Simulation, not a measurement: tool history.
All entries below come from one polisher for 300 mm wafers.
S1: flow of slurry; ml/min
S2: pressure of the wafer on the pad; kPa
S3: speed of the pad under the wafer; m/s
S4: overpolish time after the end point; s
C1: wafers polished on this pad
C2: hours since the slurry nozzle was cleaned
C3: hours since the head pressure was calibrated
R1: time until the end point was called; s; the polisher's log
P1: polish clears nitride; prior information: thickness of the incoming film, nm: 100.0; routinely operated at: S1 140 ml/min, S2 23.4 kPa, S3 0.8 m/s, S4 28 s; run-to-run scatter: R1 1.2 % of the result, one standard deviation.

Run 1, hour 3.6: S1 140 ml/min, S2 23.4 kPa, S3 0.8 m/s, S4 28 s; C1 583; C2 81.8; C3 294.3. Result: R1 134.38 s.
Run 2, hour 6.8: S1 140 ml/min, S2 23.4 kPa, S3 0.8 m/s, S4 28 s; C1 602; C2 85; C3 297.5. Result: R1 132.91 s.
Run 3, hour 11.2: S1 140 ml/min, S2 23.4 kPa, S3 0.8 m/s, S4 28 s; C1 629; C2 89.4; C3 301.9. Result: R1 132.64 s.
Run 4, hour 16.5: S1 140 ml/min, S2 23.4 kPa, S3 1.16 m/s, S4 8 s; C1 661; C2 94.7; C3 307.2. Result: R1 93.075 s.
Run 5, hour 20.6: S1 90 ml/min, S2 33.1 kPa, S3 0.8 m/s, S4 28 s; C1 686; C2 98.8; C3 311.3. Result: R1 103.06 s.
Run 6, hour 26.2: S1 85 ml/min, S2 23.4 kPa, S3 0.8 m/s, S4 28 s; C1 720; C2 104.4; C3 316.9. Result: R1 149.85 s.
Run 7, hour 31.6: S1 140 ml/min, S2 23.4 kPa, S3 0.58 m/s, S4 28 s; C1 753; C2 109.8; C3 322.3. Result: R1 180.39 s.
Run 8, hour 36: S1 195 ml/min, S2 23.4 kPa, S3 0.8 m/s, S4 28 s; C1 780; C2 114.2; C3 326.7. Result: R1 124.63 s.
Run 9, hour 41.6: S1 140 ml/min, S2 23.4 kPa, S3 1.26 m/s, S4 28 s; C1 814; C2 119.8; C3 332.3. Result: R1 83.076 s.
Run 10, hour 44.9: S1 140 ml/min, S2 23.4 kPa, S3 0.8 m/s, S4 56 s; C1 834; C2 123.1; C3 335.6. Result: R1 133.43 s.
Run 11, hour 49.9: S1 140 ml/min, S2 35.9 kPa, S3 0.8 m/s, S4 28 s; C1 865; C2 128.1; C3 340.6. Result: R1 87.575 s.
Run 12, hour 55.8: S1 140 ml/min, S2 23.4 kPa, S3 0.8 m/s, S4 8 s; C1 901; C2 134; C3 346.5. Result: R1 132.19 s.
Run 13, hour 60.8: S1 140 ml/min, S2 23.4 kPa, S3 0.8 m/s, S4 28 s; C1 931; C2 139; C3 351.5. Result: R1 133.66 s.
Run 14, hour 64.8: S1 140 ml/min, S2 23.4 kPa, S3 0.8 m/s, S4 28 s; C1 956; C2 143; C3 355.5. Result: R1 131.98 s.
Run 15, hour 68.1: S1 140 ml/min, S2 23.4 kPa, S3 1.18 m/s, S4 8 s; C1 976; C2 146.3; C3 358.8. Result: R1 88.498 s.
Run 16, hour 72.7: S1 140 ml/min, S2 23.4 kPa, S3 0.8 m/s, S4 28 s; C1 1004; C2 150.9; C3 363.4. Result: R1 132.47 s.
Run 17, hour 77.3: S1 140 ml/min, S2 16.5 kPa, S3 0.8 m/s, S4 28 s; C1 1032; C2 155.5; C3 368. Result: R1 190.22 s.
Run 18, hour 83: S1 140 ml/min, S2 23.4 kPa, S3 0.8 m/s, S4 28 s; C1 1067; C2 161.2; C3 373.7. Result: R1 134.64 s.
Run 19, hour 86.1: S1 140 ml/min, S2 23.4 kPa, S3 0.8 m/s, S4 28 s; C1 1086; C2 164.3; C3 376.8. Result: R1 136.05 s.
Run 20, hour 90.2: S1 140 ml/min, S2 23.4 kPa, S3 0.8 m/s, S4 28 s; C1 1111; C2 168.4; C3 380.9. Result: R1 142.06 s.
Run 21, hour 95.6: S1 140 ml/min, S2 23.4 kPa, S3 0.8 m/s, S4 28 s; C1 1144; C2 173.8; C3 386.3. Result: R1 147.08 s.
Run 22, hour 101.6: S1 140 ml/min, S2 23.4 kPa, S3 0.8 m/s, S4 28 s; C1 1180; C2 179.8; C3 392.3. Result: R1 146.88 s.
At hour 101.7: head pressure recalibrated.
Run 23, hour 106.5: S1 140 ml/min, S2 23.4 kPa, S3 0.8 m/s, S4 28 s; C1 1210; C2 184.7; C3 4.9. Result: R1 147.72 s.
Run 24, hour 111.5: S1 140 ml/min, S2 23.4 kPa, S3 0.8 m/s, S4 28 s; C1 1241; C2 189.7; C3 9.9. Result: R1 148.76 s.

Something has made what P1 gives creep away from where it was; the 2 causes below, each at its own stated size, fit the log equally well:
A: slurry flow missing at the pad, % = 36.6
B: removal rate lost through wear of the pad, % = 9.8
The gradual shift began around hour 83.
Ruled out, with reasons:
head's pressure below its setpoint, %: work on it at hour 101.7, done after the drift set in, did not restore what the process gave before

4 check runs are offered, each on 5 wafers whose results are averaged, their results left as question marks. Which one tells the causes apart?
Run check 1, hour 116.5: S1 140 ml/min, S2 23.4 kPa, S3 1.12 m/s, S4 28 s. Result: R1 ?.
Run check 2, hour 116.5: S1 140 ml/min, S2 23.4 kPa, S3 0.8 m/s, S4 53 s. Result: R1 ?.
Run check 3, hour 116.5: S1 140 ml/min, S2 33.8 kPa, S3 0.8 m/s, S4 14 s. Result: R1 ?.
Run check 4, hour 116.5: S1 95 ml/min, S2 23.4 kPa, S3 0.8 m/s, S4 28 s. Result: R1 ?.

What every check run would give for each of its results, assuming each possible cause in turn:
  check  result    if A    if B
check 1      R1  105.14  105.16
check 2      R1  147.19  147.23
check 3      R1  102.13  102.16
check 4      R1  166.96  160.26
Per-check spread between the two closest causes, in the result where they differ most: check 1 0.02 %; check 2 0.02 %; check 3 0.02 %; check 4 4.1 %
Check 4 distinguishes between the causes, while the remaining checks would return nearly the same result for all of them.

With check 4 done, the readings were: R1 160.62 s. Identify which of the listed causes applies.

Of the candidate causes, it is B: removal rate lost through wear of the pad, %.

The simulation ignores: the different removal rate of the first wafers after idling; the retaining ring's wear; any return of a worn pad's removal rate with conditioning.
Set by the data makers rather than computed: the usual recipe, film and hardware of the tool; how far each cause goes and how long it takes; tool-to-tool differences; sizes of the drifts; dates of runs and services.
